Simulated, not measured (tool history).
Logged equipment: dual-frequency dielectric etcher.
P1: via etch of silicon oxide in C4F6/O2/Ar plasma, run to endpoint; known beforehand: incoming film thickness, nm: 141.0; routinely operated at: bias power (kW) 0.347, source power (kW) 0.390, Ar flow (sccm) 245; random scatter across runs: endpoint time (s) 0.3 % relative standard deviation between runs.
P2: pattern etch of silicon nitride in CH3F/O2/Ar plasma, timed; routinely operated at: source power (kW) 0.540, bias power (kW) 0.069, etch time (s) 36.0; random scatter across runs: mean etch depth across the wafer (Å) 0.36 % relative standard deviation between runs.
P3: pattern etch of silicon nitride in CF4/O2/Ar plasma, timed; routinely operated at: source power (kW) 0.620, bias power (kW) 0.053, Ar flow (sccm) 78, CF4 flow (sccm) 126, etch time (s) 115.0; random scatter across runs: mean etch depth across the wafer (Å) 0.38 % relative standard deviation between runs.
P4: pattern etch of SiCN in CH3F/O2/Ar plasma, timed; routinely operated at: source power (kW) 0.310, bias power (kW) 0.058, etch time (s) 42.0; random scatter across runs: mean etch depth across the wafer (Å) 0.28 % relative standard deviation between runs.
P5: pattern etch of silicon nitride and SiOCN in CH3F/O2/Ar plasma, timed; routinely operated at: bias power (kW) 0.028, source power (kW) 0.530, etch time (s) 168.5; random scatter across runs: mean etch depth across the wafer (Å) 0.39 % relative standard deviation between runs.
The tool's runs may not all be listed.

run,day,process that ran,bias power (kW),source power (kW),Ar flow (sccm),etch time (s),CF4 flow (sccm),hours since the last wet clean,hours since the last bias power generator calibration,hours since the last source power generator calibration,hours since the last Ar flow controller change,endpoint time (s),mean etch depth across the wafer (Å)
1,0.400,P1,0.347,0.390,245,,,347.8,609.3,2100.5,2988.6,34.153,
2,0.621,P2,0.069,0.540,,36.0,,353.1,614.6,2105.8,2993.9,,269.800
3,0.938,P5,0.028,0.530,,223.5,,360.7,622.2,2113.4,3001.5,,363.950
4,1.158,P3,0.053,0.390,78,115.0,126,366.0,627.5,2118.7,3006.8,,1826.200
5,1.421,P4,0.058,0.310,,42.0,,372.3,633.8,2125.0,3013.1,,135.580
6,1.621,P1,0.347,0.390,245,,,377.1,638.6,2129.8,3017.9,34.179,
# day 1.771: Ar flow controller replaced
7,1.808,P4,0.058,0.310,,42.0,,381.6,643.1,2134.3,1.0,,135.540
# day 1.833: bias power generator calibrated
8,2.188,P1,0.347,0.390,155,,,390.7,8.5,2143.4,10.1,32.426,
9,2.588,P3,0.053,0.620,78,154.0,126,400.3,18.1,2153.0,19.7,,3684.300
10,2.854,P1,0.347,0.390,245,,,406.7,24.5,2159.4,26.1,34.226,
11,3.171,P3,0.053,0.620,78,115.0,126,414.3,32.1,2167.0,33.7,,2762.500
12,3.517,P1,0.347,0.540,245,,,422.6,40.4,2175.3,42.0,30.086,
13,3.833,P2,0.069,0.700,,36.0,,430.2,48.0,2182.9,49.6,,296.960
14,4.217,P3,0.053,0.620,78,115.0,176,439.4,57.2,2192.1,58.8,,2860.100
15,4.412,P1,0.347,0.320,245,,,444.1,61.9,2196.8,63.5,36.721,
16,4.708,P1,0.347,0.390,245,,,451.2,69.0,2203.9,70.6,34.161,
17,4.929,P5,0.036,0.530,,168.5,,456.5,74.3,2209.2,75.9,,307.960
# day 4.942: wet clean of the chamber
18,5.129,P5,0.028,0.730,,168.5,,4.5,79.1,2214.0,80.7,,309.320
19,5.342,P4,0.058,0.310,,29.0,,9.6,84.2,2219.1,85.8,,93.825
20,5.671,P4,0.058,0.440,,42.0,,17.5,92.1,2227.0,93.7,,154.850
21,5.900,P1,0.203,0.390,245,,,23.0,97.6,2232.5,99.2,40.682,
22,6.088,P5,0.028,0.530,,168.5,,27.5,102.1,2237.0,103.7,,276.250
23,6.292,P1,0.450,0.390,245,,,32.4,107.0,2241.9,108.6,30.973,
24,6.483,P2,0.048,0.540,,36.0,,37.0,111.6,2246.5,113.2,,240.190
25,6.783,P3,0.053,0.620,96,115.0,126,44.2,118.8,2253.7,120.4,,2703.600
# day 6.867: source power generator calibrated
26,7.162,P3,0.070,0.620,78,115.0,126,53.3,127.9,7.2,129.5,,3056.500
27,7.358,P1,0.456,0.290,245,,,58.0,132.6,11.9,134.2,34.497,
28,7.604,P1,0.347,0.390,245,,,63.9,138.5,17.8,140.1,34.103,
29,8.000,P4,0.037,0.310,,42.0,,73.4,148.0,27.3,149.6,,116.780
30,8.283,P1,0.347,0.390,245,,,80.2,154.8,34.1,156.4,34.208,
31,8.546,P2,0.069,0.540,,20.0,,86.5,161.1,40.4,162.7,,149.110
32,8.917,P3,0.053,0.620,78,115.0,126,95.4,170.0,49.3,171.6,,2746.800
33,9.183,P1,0.347,0.390,294,,,101.8,176.4,55.7,178.0,34.775,
34,9.517,P1,0.347,0.390,245,,,109.8,184.4,63.7,186.0,34.086,
35,9.862,P1,0.347,0.390,245,,,118.1,192.7,72.0,194.3,33.865,
36,10.162,P1,0.347,0.390,245,,,125.3,199.9,79.2,201.5,33.712,
37,10.471,P1,0.347,0.390,245,,,132.7,207.3,86.6,208.9,33.770,
38,10.812,P1,0.347,0.390,245,,,140.9,215.5,94.8,217.1,33.661,
# day 10.950: Ar flow controller replaced
39,11.033,P1,0.347,0.390,245,,,146.2,220.8,100.1,2.0,33.626,
40,11.404,P1,0.347,0.390,245,,,155.1,229.7,109.0,10.9,33.695,
# day 11.425: wet clean of the chamber
41,11.675,P1,0.347,0.390,245,,,6.0,236.2,115.5,17.4,33.508,
42,11.958,P1,0.347,0.390,245,,,12.8,243.0,122.3,24.2,33.523,
43,12.342,P1,0.347,0.390,245,,,22.0,252.2,131.5,33.4,33.679,
44,12.612,P1,0.347,0.390,245,,,28.5,258.7,138.0,39.9,33.530,
45,12.900,P1,0.347,0.390,245,,,35.4,265.6,144.9,46.8,33.551,

P1 no longer gives what it gave before; its output has crept away from where it was. The following 2 causes, each at its listed size, fit the log equally well:
A: bias power that arrives over what is set, % = 4.37
B: source power that arrives over what is set, % = 4.13
The drift started at roughly day 9.517.
The rest of the possible causes, and what rules out each one:
chamber walls in a state that raises the etch rate, %: serviced at day 11.425, which brought nothing back
Ar flow that arrives under what is set, %: serviced at day 10.950, which brought nothing back

Consider the 4 check runs below, whose results appear as question marks and each of which averages 2 wafers. Which one distinguishes the causes, in that each cause would give it a clearly different result?
check 1,13.188,P3,0.053,0.420,78,115.0,175,,,,,,?
check 2,13.188,P2,0.069,0.540,,20.0,,,,,,,?
check 3,13.188,P5,0.028,0.530,,197.5,,,,,,,?
check 4,13.188,P4,0.039,0.440,,42.0,,,,,,,?

If the cause were each of the candidates in turn, the checks would give the following:
check,result,if A,if B
check 1,mean etch depth across the wafer (Å),2048.900,2091.100
check 2,mean etch depth across the wafer (Å),151.550,151.740
check 3,mean etch depth across the wafer (Å),328.330,326.460
check 4,mean etch depth across the wafer (Å),138.410,138.840
Per check, the gap between the least separated pair of causes, taken in the result that splits them most: check 1 2.04 %; check 2 0.13 %; check 3 0.57 %; check 4 0.31 %
Of the check runs offered, only check 1 discriminates between the causes; the rest would read about the same regardless of which cause applies.

After running check 1, the following was obtained: mean etch depth across the wafer (Å) 2090.500. Which cause does this point to?

It was cause B: source power that arrives over what is set, %.
